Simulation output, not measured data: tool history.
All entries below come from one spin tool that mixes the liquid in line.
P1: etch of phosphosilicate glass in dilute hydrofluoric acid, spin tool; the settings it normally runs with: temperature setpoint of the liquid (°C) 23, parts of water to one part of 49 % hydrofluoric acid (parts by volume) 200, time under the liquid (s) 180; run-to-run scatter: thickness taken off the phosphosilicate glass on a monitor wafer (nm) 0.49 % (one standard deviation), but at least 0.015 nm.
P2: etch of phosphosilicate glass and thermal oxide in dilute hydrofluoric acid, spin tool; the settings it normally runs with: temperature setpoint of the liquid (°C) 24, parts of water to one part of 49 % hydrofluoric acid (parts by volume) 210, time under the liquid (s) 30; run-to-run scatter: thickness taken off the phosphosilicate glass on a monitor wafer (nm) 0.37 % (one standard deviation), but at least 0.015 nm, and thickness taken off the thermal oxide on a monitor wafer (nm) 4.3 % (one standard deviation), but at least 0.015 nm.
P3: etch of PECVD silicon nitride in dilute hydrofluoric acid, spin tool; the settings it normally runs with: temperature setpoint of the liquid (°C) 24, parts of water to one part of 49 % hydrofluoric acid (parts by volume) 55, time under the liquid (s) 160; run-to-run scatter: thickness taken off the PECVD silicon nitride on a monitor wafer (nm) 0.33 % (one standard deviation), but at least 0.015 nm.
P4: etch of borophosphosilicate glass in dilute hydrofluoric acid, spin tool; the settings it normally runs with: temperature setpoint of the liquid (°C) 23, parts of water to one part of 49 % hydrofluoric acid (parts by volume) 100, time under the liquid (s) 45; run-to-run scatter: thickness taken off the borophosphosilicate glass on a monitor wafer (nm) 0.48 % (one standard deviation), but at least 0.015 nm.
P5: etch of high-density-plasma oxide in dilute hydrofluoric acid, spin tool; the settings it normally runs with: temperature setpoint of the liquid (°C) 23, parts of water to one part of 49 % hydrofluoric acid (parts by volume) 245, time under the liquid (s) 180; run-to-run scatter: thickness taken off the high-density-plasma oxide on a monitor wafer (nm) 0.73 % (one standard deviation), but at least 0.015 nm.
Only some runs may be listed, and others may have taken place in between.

run	hour	process that ran	temperature setpoint of the liquid (°C)	parts of water to one part of 49 % hydrofluoric acid (parts by volume)	time under the liquid (s)	hours since the thermometer was replaced	hours since the hydrofluoric acid flow meter was replaced	thickness taken off the phosphosilicate glass on a monitor wafer (nm)	thickness taken off the thermal oxide on a monitor wafer (nm)	thickness taken off the PECVD silicon nitride on a monitor wafer (nm)	thickness taken off the high-density-plasma oxide on a monitor wafer (nm)	thickness taken off the borophosphosilicate glass on a monitor wafer (nm)
1	5	P1	23	200	180	346.1	308.4	48.418				
2	11.3	P1	23	200	75	352.4	314.7	20.183				
3	16.9	P1	23	110	180	358	320.3	96.852				
4	21.4	P1	23	200	180	362.5	324.8	48.646				
5	26.1	P1	28	200	180	367.2	329.5	57.766				
6	30.9	P1	17.5	200	180	372	334.3	39.181				
7	36.7	P2	17	210	30	377.8	340.1	19.716	0.44619			
8	41.4	P3	24	55	160	382.5	344.8			7.5788		
9	46.6	P5	23	245	180	387.7	350				3.1242	
10	52.1	P1	17	70	180	393.2	355.5	126.27				
11	56.7	P4	23	135	45	397.8	360.1					16.894
12	62.9	P1	30	110	180	404	366.3	128.28				
13	67	P1	23	300	180	408.1	370.4	29.31				
14	73.6	P3	24	55	160	414.7	377			7.6166		
15	78.7	P4	23	100	45	419.8	382.1					23.831
16	85.7	P3	24	85	160	426.8	389.1			4.9341		
17	90.5	P4	17	100	45	431.6	393.9					18.453
18	94.5	P1	23	200	260	435.6	397.9	70.283				
19	98.8	P3	24	55	55	439.9	402.2			2.5929		
20	103.4	P2	24	210	30	444.5	406.8	25.81	0.59453			
21	108.8	P3	17	55	160	449.9	412.2			4.6776		
22	116	P5	23	50	180	457.1	419.4				18.962	
23	121.4	P1	23	200	180	462.5	424.8	48.232				
24	125.8	P1	23	200	180	466.9	429.2	48.257				
25	132.3	P4	23	100	45	473.4	435.7					23.664
26	135.8	P2	24	85	30	476.9	439.2	73.284	1.564			
27	140.5	P5	23	245	180	481.6	443.9				3.0893	
28	147.2	P2	24	210	60	488.3	450.6	51.783	1.2392			

Run 29 comes next. What will it give?
29	152.7	P5	31	245	180	493.8	456.1				?	

Run 29 yielded thickness taken off the high-density-plasma oxide on a monitor wafer (nm) 4.0177.
